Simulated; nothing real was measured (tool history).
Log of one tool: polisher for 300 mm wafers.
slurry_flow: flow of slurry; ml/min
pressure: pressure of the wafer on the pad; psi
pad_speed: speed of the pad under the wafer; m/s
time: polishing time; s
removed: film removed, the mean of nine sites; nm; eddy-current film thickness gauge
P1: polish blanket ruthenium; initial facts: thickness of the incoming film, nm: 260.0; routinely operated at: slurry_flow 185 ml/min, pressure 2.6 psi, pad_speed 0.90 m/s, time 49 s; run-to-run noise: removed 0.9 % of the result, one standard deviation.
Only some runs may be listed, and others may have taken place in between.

run	hour	slurry_flow	pressure	pad_speed	time	removed
1	2.6	185	2.6	0.90	49	64.633
2	6.9	185	3.5	0.90	32	56.280
3	10.4	185	2.6	1.32	66	125.670
4	14.4	185	2.6	0.90	49	64.698
5	18.2	185	1.5	0.90	49	37.016
6	22.9	185	3.4	0.90	49	84.780
7	26.8	185	2.6	1.28	49	90.254
8	30.6	185	2.6	0.90	23	29.871
9	33.1	185	2.6	0.90	70	91.661
10	36.8	185	2.6	0.90	49	64.090
11	39.9	185	3.7	0.90	29	54.157
# hour 41.5: slurry nozzle cleaned
12	43.3	290	2.6	0.90	49	66.312
13	46.2	185	2.6	0.90	49	63.412
14	49.7	185	2.6	0.90	49	62.997
15	53.0	185	2.6	0.40	49	28.095
16	57.6	185	2.6	0.90	49	64.477
17	60.2	110	2.6	0.90	49	58.753
18	62.9	185	2.6	0.90	49	63.514
19	66.1	185	2.6	0.90	49	62.099
20	70.6	185	2.6	0.90	49	62.154
21	75.0	185	2.6	0.90	49	61.638
# hour 78.0: worn pad replaced by a new one
22	78.6	185	2.6	0.90	49	61.264
23	80.8	185	2.6	0.90	49	60.425

Estimate the outcome of run 24 from the log above:
24	85.2	185	2.6	0.90	49	?

Run 24 produced removed 60.083 nm.
